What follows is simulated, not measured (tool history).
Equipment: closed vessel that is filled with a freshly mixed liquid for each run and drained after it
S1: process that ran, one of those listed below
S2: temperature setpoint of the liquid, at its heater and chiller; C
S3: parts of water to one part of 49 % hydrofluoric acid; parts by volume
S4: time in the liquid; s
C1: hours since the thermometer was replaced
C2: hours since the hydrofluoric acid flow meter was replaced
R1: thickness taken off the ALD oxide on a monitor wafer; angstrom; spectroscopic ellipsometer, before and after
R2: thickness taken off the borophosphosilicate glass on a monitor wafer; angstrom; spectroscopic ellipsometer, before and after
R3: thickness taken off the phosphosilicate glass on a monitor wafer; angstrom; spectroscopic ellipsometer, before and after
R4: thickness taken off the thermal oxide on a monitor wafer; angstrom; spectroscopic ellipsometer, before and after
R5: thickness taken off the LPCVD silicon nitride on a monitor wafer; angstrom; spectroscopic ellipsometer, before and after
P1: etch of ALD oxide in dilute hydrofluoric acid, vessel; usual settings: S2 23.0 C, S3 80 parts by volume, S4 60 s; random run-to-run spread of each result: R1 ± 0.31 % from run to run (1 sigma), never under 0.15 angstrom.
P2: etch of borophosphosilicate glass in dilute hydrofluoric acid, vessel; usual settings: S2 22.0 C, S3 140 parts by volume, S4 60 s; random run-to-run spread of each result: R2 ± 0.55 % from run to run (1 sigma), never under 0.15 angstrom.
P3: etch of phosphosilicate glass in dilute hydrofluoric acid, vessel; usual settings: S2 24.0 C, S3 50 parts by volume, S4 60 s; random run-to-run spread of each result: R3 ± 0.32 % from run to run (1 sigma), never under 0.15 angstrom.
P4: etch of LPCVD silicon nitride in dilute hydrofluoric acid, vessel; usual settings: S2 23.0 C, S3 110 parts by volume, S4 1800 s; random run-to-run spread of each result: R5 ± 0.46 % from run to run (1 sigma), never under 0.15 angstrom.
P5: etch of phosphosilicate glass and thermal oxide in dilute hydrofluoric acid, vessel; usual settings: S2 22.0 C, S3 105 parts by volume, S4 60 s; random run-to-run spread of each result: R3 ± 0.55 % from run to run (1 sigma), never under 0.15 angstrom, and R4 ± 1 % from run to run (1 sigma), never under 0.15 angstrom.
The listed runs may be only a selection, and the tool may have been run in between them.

| run | hour | S1 | S2 | S3 | S4 | C1 | C2 | R1 | R2 | R3 | R4 | R5 |
|---|---|---|---|---|---|---|---|---|---|---|---|---|
| 1 | 8.1 | P1 | 23.0 | 80 | 60 | 488.8 | 537.1 | 143.670 |  |  |  |  |
| 2 | 20.3 | P1 | 18.0 | 80 | 90 | 501.0 | 549.3 | 174.070 |  |  |  |  |
| 3 | 30.9 | P2 | 22.0 | 140 | 60 | 511.6 | 559.9 |  | 148.720 |  |  |  |
| 4 | 44.1 | P1 | 23.0 | 80 | 60 | 524.8 | 573.1 | 142.820 |  |  |  |  |
| 5 | 52.1 | P5 | 22.0 | 175 | 60 | 532.8 | 581.1 |  |  | 211.32 | 14.275 |  |
| 6 | 63.2 | P4 | 23.0 | 30 | 1800 | 543.9 | 592.2 |  |  |  |  | 259.250 |
| 7 | 78.2 | P5 | 22.0 | 105 | 60 | 558.9 | 607.2 |  |  | 382.22 | 25.015 |  |
| 8 | 86.3 | P1 | 23.0 | 80 | 30 | 567.0 | 615.3 | 71.015 |  |  |  |  |
| 9 | 94.1 | P3 | 24.0 | 50 | 30 | 574.8 | 623.1 |  |  | 367.27 |  |  |
| 10 | 100.7 | P3 | 24.0 | 50 | 60 | 581.4 | 629.7 |  |  | 737.95 |  |  |
| 11 | 112.9 | P1 | 28.0 | 50 | 60 | 593.6 | 641.9 | 292.770 |  |  |  |  |
| 12 | 121.5 | P1 | 23.0 | 80 | 60 | 602.2 | 650.5 | 143.290 |  |  |  |  |
| 13 | 136.5 | P2 | 22.0 | 230 | 60 | 617.2 | 665.5 |  | 81.604 |  |  |  |
| 14 | 145.5 | P2 | 22.0 | 140 | 115 | 626.2 | 674.5 |  | 283.780 |  |  |  |
| 15 | 159.2 | P4 | 29.0 | 110 | 1800 | 639.9 | 688.2 |  |  |  |  | 107.700 |
| 16 | 169.8 | P3 | 24.0 | 50 | 60 | 650.5 | 698.8 |  |  | 734.50 |  |  |
| 17 | 182.3 | P5 | 17.0 | 105 | 60 | 663.0 | 711.3 |  |  | 311.70 | 20.234 |  |
| 18 | 190.8 | P3 | 24.0 | 20 | 60 | 671.5 | 719.8 |  |  | 1925.30 |  |  |
| 19 | 199.8 | P1 | 23.0 | 80 | 115 | 680.5 | 728.8 | 274.750 |  |  |  |  |
| 20 | 211.5 | P4 | 23.0 | 110 | 1800 | 692.2 | 740.5 |  |  |  |  | 72.884 |
| 21 | 225.9 | P3 | 19.5 | 50 | 60 | 706.6 | 754.9 |  |  | 606.99 |  |  |

Run 22 is up next; what results do you expect?
| 22 | 237.8 | P5 | 22.0 | 105 | 60 | 718.5 | 766.8 |  |  | ? | ? |  |

R3: 382.56 angstrom
R4: 24.772 angstrom
